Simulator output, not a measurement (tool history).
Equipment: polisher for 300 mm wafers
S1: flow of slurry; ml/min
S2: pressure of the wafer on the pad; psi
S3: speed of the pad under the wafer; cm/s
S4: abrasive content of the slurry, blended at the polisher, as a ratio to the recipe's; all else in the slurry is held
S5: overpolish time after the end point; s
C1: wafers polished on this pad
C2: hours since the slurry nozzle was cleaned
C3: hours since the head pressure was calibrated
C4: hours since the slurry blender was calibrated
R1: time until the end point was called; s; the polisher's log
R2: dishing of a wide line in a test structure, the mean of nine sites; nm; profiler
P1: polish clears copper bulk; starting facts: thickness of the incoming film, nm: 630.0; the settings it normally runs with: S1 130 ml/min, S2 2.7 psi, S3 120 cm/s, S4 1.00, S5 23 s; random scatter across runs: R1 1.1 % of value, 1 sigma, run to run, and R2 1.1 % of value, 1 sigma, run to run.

Run 1, hour 5.9: S1 130 ml/min, S2 2.7 psi, S3 120 cm/s, S4 1.00, S5 23 s; C1 554; C2 120.0; C3 913.9; C4 117.2. Result: R1 56.584 s, R2 26.335 nm.
Run 2, hour 13.8: S1 180 ml/min, S2 2.7 psi, S3 120 cm/s, S4 1.00, S5 23 s; C1 619; C2 127.9; C3 921.8; C4 125.1. Result: R1 54.247 s, R2 26.733 nm.
Run 3, hour 21.3: S1 130 ml/min, S2 4.0 psi, S3 120 cm/s, S4 1.00, S5 23 s; C1 681; C2 135.4; C3 929.3; C4 132.6. Result: R1 37.752 s, R2 27.514 nm.
Run 4, hour 27.5: S1 130 ml/min, S2 2.7 psi, S3 120 cm/s, S4 1.00, S5 8 s; C1 732; C2 141.6; C3 935.5; C4 138.8. Result: R1 56.594 s, R2 24.336 nm.
At hour 30.9: slurry blender recalibrated.
Run 5, hour 35.0: S1 130 ml/min, S2 2.7 psi, S3 120 cm/s, S4 1.50, S5 23 s; C1 794; C2 149.1; C3 943.0; C4 4.2. Result: R1 51.560 s, R2 26.464 nm.
Run 6, hour 40.6: S1 130 ml/min, S2 1.3 psi, S3 120 cm/s, S4 1.00, S5 23 s; C1 840; C2 154.7; C3 948.6; C4 9.8. Result: R1 117.500 s, R2 24.663 nm.
Run 7, hour 49.1: S1 80 ml/min, S2 2.7 psi, S3 120 cm/s, S4 1.00, S5 23 s; C1 910; C2 163.2; C3 957.1; C4 18.3. Result: R1 63.855 s, R2 26.807 nm.
Run 8, hour 56.4: S1 130 ml/min, S2 2.7 psi, S3 120 cm/s, S4 0.55, S5 23 s; C1 970; C2 170.5; C3 964.4; C4 25.6. Result: R1 63.979 s, R2 27.009 nm.
Run 9, hour 62.3: S1 130 ml/min, S2 2.7 psi, S3 80 cm/s, S4 1.00, S5 23 s; C1 1018; C2 176.4; C3 970.3; C4 31.5. Result: R1 84.154 s, R2 26.641 nm.
Run 10, hour 71.7: S1 130 ml/min, S2 2.7 psi, S3 120 cm/s, S4 1.00, S5 23 s; C1 1095; C2 185.8; C3 979.7; C4 40.9. Result: R1 56.498 s, R2 27.216 nm.
Run 11, hour 78.8: S1 130 ml/min, S2 2.7 psi, S3 120 cm/s, S4 1.00, S5 23 s; C1 1154; C2 192.9; C3 986.8; C4 48.0. Result: R1 56.026 s, R2 26.972 nm.
Run 12, hour 85.2: S1 130 ml/min, S2 2.7 psi, S3 120 cm/s, S4 1.00, S5 23 s; C1 1206; C2 199.3; C3 993.2; C4 54.4. Result: R1 56.268 s, R2 26.086 nm.
Run 13, hour 89.7: S1 130 ml/min, S2 2.7 psi, S3 120 cm/s, S4 1.00, S5 23 s; C1 1243; C2 203.8; C3 997.7; C4 58.9. Result: R1 56.155 s, R2 27.406 nm.
Run 14, hour 95.5: S1 130 ml/min, S2 2.7 psi, S3 162 cm/s, S4 1.00, S5 23 s; C1 1291; C2 209.6; C3 1003.5; C4 64.7. Result: R1 42.407 s, R2 26.562 nm.
Run 15, hour 103.2: S1 130 ml/min, S2 1.8 psi, S3 120 cm/s, S4 1.25, S5 23 s; C1 1354; C2 217.3; C3 1011.2; C4 72.4. Result: R1 79.182 s, R2 25.993 nm.
Run 16, hour 111.7: S1 130 ml/min, S2 2.7 psi, S3 120 cm/s, S4 1.00, S5 43 s; C1 1424; C2 225.8; C3 1019.7; C4 80.9. Result: R1 56.749 s, R2 26.138 nm.
Run 17, hour 118.9: S1 130 ml/min, S2 2.7 psi, S3 120 cm/s, S4 1.00, S5 23 s; C1 1484; C2 233.0; C3 1026.9; C4 88.1. Result: R1 56.192 s, R2 26.696 nm.
Run 18, hour 125.1: S1 130 ml/min, S2 2.7 psi, S3 120 cm/s, S4 0.65, S5 39 s; C1 1535; C2 239.2; C3 1033.1; C4 94.3. Result: R1 59.806 s, R2 26.386 nm.
Run 19, hour 130.1: S1 100 ml/min, S2 2.7 psi, S3 56 cm/s, S4 1.00, S5 23 s; C1 1576; C2 244.2; C3 1038.1; C4 99.3. Result: R1 129.490 s, R2 25.875 nm.
Run 20, hour 136.2: S1 130 ml/min, S2 2.7 psi, S3 120 cm/s, S4 1.00, S5 23 s; C1 1626; C2 250.3; C3 1044.2; C4 105.4. Result: R1 56.665 s, R2 26.798 nm.
Run 21, hour 145.0: S1 130 ml/min, S2 2.7 psi, S3 120 cm/s, S4 1.00, S5 23 s; C1 1698; C2 259.1; C3 1053.0; C4 114.2. Result: R1 59.500 s, R2 26.804 nm.
Run 22, hour 153.4: S1 130 ml/min, S2 2.7 psi, S3 120 cm/s, S4 1.00, S5 23 s; C1 1767; C2 267.5; C3 1061.4; C4 122.6. Result: R1 61.632 s, R2 26.397 nm.
At hour 157.2: head pressure recalibrated.
Run 23, hour 162.6: S1 130 ml/min, S2 2.7 psi, S3 120 cm/s, S4 1.00, S5 23 s; C1 1843; C2 276.7; C3 5.5; C4 131.8. Result: R1 60.894 s, R2 26.367 nm.
At hour 162.7: slurry blender recalibrated.
Run 24, hour 168.8: S1 130 ml/min, S2 2.7 psi, S3 120 cm/s, S4 1.00, S5 23 s; C1 1894; C2 282.9; C3 11.7; C4 6.1. Result: R1 61.439 s, R2 26.956 nm.
Run 25, hour 177.9: S1 130 ml/min, S2 2.7 psi, S3 120 cm/s, S4 1.00, S5 23 s; C1 1969; C2 292.0; C3 20.8; C4 15.2. Result: R1 62.564 s, R2 26.840 nm.
Run 26, hour 183.6: S1 130 ml/min, S2 2.7 psi, S3 120 cm/s, S4 1.00, S5 23 s; C1 2016; C2 297.7; C3 26.5; C4 20.9. Result: R1 63.464 s, R2 26.684 nm.

The log shows P1 creeping away from where it was. Any of the 2 causes listed here, at the size stated for it, fits the log just as well as the others:
A: removal rate lost through wear of the pad, % = 9.13
B: slurry flow missing at the pad, % = 33.2
The gradual shift began around hour 136.2.
Ruled out, with reasons:
head's pressure below its setpoint, %: serviced at hour 157.2, after the change had begun; the process did not return to its earlier output
abrasive missing from the slurry, %: serviced at hour 162.7, after the change had begun; the process did not return to its earlier output

The 4 check runs listed below each average the results of 3 wafers, and their outcomes are marked with question marks. Under which run would the listed causes produce clearly different results?
Run check 1, hour 189.3: S1 80 ml/min, S2 3.9 psi, S3 120 cm/s, S4 1.00, S5 23 s. Result: R1 ?, R2 ?.
Run check 2, hour 189.3: S1 130 ml/min, S2 1.6 psi, S3 120 cm/s, S4 1.45, S5 23 s. Result: R1 ?, R2 ?.
Run check 3, hour 189.3: S1 130 ml/min, S2 1.4 psi, S3 120 cm/s, S4 1.40, S5 23 s. Result: R1 ?, R2 ?.
Run check 4, hour 189.3: S1 130 ml/min, S2 1.9 psi, S3 120 cm/s, S4 0.55, S5 23 s. Result: R1 ?, R2 ?.

Predicted outcomes, by check and by cause:
  check  result     if A     if B
check 1      R1   48.412   50.847
check 1      R2   27.222   27.220
check 2      R1   96.516   96.512
check 2      R2   25.479   25.479
check 3      R1  111.170  111.170
check 3      R2   24.971   24.971
check 4      R1   99.752   99.748
check 4      R2   25.786   25.786
Smallest distance between any two causes, each pair judged by its most separating result, in per cent: check 1 4.91 %; check 2 0 %; check 3 0 %; check 4 0 %
Check 1 is the one run that separates the causes; every other check would come out nearly the same whichever cause is at work.

After running check 1, the following was obtained: R1 51.442 s; R2 27.082 nm. Which cause does this point to?

The correct cause is B, namely: slurry flow missing at the pad, %.
